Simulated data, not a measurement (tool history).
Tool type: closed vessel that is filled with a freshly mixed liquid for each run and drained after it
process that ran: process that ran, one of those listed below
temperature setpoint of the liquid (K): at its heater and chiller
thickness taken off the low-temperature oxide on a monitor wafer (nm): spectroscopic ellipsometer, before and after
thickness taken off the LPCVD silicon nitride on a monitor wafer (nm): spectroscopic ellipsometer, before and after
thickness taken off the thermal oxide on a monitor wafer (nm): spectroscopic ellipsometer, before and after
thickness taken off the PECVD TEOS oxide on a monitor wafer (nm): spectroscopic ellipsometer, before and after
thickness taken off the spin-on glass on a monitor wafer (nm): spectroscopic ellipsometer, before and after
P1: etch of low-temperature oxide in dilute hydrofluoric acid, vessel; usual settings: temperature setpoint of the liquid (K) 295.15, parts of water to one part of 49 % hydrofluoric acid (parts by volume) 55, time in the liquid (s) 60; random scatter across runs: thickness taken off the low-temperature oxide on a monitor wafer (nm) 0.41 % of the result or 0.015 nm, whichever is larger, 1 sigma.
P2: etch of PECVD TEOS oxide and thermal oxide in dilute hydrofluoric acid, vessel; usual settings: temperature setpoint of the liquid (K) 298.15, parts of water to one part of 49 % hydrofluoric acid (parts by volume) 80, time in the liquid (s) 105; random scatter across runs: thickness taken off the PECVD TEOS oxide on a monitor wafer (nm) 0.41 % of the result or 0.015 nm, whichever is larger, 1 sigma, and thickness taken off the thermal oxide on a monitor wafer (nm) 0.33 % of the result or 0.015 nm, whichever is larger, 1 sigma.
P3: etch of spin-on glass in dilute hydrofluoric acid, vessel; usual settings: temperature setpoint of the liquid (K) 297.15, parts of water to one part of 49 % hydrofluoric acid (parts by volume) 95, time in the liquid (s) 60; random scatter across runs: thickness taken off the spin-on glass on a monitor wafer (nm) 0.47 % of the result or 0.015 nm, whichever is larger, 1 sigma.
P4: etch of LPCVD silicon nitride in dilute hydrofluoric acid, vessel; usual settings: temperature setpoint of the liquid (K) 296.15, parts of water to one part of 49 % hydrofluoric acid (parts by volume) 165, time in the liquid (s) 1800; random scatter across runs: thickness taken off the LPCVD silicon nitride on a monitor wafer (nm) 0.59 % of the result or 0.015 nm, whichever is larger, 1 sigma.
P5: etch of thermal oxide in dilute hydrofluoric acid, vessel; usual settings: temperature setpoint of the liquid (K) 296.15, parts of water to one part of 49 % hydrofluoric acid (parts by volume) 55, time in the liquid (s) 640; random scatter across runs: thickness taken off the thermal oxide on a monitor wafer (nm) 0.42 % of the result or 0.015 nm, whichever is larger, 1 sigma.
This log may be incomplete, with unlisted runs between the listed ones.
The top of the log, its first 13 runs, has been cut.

| run | hour | process that ran | temperature setpoint of the liquid (K) | parts of water to one part of 49 % hydrofluoric acid (parts by volume) | time in the liquid (s) | hours since the thermometer was replaced | hours since the hydrofluoric acid flow meter was replaced | thickness taken off the low-temperature oxide on a monitor wafer (nm) | thickness taken off the LPCVD silicon nitride on a monitor wafer (nm) | thickness taken off the thermal oxide on a monitor wafer (nm) | thickness taken off the PECVD TEOS oxide on a monitor wafer (nm) | thickness taken off the spin-on glass on a monitor wafer (nm) |
|---|---|---|---|---|---|---|---|---|---|---|---|---|
| 14 | 159.1 | P5 | 296.15 | 55 | 105 | 77.5 | 384.4 |  |  | 9.1035 |  |  |
| 15 | 167.7 | P1 | 295.15 | 85 | 60 | 86.1 | 393.0 | 7.0856 |  |  |  |  |
| 16 | 176.0 | P5 | 296.15 | 55 | 640 | 94.4 | 401.3 |  |  | 55.8590 |  |  |
| 17 | 183.8 | P4 | 296.15 | 165 | 1800 | 102.2 | 409.1 |  | 4.7959 |  |  |  |
| 18 | 193.7 | P2 | 298.15 | 80 | 105 | 112.1 | 419.0 |  |  | 6.7282 | 17.874 |  |
| 19 | 202.1 | P1 | 300.65 | 55 | 30 | 120.5 | 427.4 | 7.0688 |  |  |  |  |
| 20 | 211.3 | P3 | 297.15 | 95 | 60 | 129.7 | 436.6 |  |  |  |  | 18.608 |
| 21 | 218.7 | P2 | 298.15 | 125 | 105 | 137.1 | 444.0 |  |  | 4.0686 | 10.887 |  |
| 22 | 226.0 | P1 | 295.15 | 20 | 60 | 144.4 | 451.3 | 32.3860 |  |  |  |  |
| 23 | 233.0 | P1 | 295.15 | 55 | 35 | 151.4 | 458.3 | 6.5374 |  |  |  |  |
| 24 | 243.1 | P1 | 295.15 | 55 | 60 | 161.5 | 468.4 | 11.2110 |  |  |  |  |
| 25 | 255.7 | P4 | 296.15 | 280 | 1800 | 174.1 | 481.0 |  | 2.8486 |  |  |  |
| 26 | 262.3 | P1 | 299.15 | 55 | 60 | 180.7 | 487.6 | 13.3750 |  |  |  |  |
| 27 | 275.0 | P1 | 290.15 | 25 | 60 | 193.4 | 500.3 | 20.7640 |  |  |  |  |
| 28 | 285.8 | P2 | 298.15 | 80 | 200 | 204.2 | 511.1 |  |  | 12.8880 | 34.415 |  |
| 29 | 292.9 | P1 | 290.15 | 55 | 60 | 211.3 | 518.2 | 9.1733 |  |  |  |  |
| 30 | 302.2 | P1 | 295.15 | 55 | 105 | 220.6 | 527.5 | 19.8390 |  |  |  |  |
| 31 | 315.9 | P3 | 293.15 | 95 | 60 | 234.3 | 541.2 |  |  |  |  | 15.657 |
| 32 | 328.0 | P5 | 296.15 | 20 | 640 | 246.4 | 553.3 |  |  | 159.8900 |  |  |
| 33 | 339.9 | P3 | 297.15 | 95 | 60 | 258.3 | 565.2 |  |  |  |  | 18.508 |
| 34 | 346.9 | P3 | 297.15 | 160 | 60 | 265.3 | 572.2 |  |  |  |  | 10.139 |
| 35 | 357.1 | P1 | 295.15 | 55 | 60 | 275.5 | 582.4 | 11.2720 |  |  |  |  |
| 36 | 365.0 | P1 | 295.15 | 55 | 60 | 283.4 | 590.3 | 11.0630 |  |  |  |  |
| 37 | 377.4 | P1 | 295.15 | 55 | 60 | 295.8 | 602.7 | 10.6570 |  |  |  |  |

Forecast run 38:
| 38 | 387.1 | P1 | 295.15 | 55 | 60 | 305.5 | 612.4 | ? |  |  |  |  |

{"run 38": {"thickness taken off the low-temperature oxide on a monitor wafer (nm)": 10.526}}
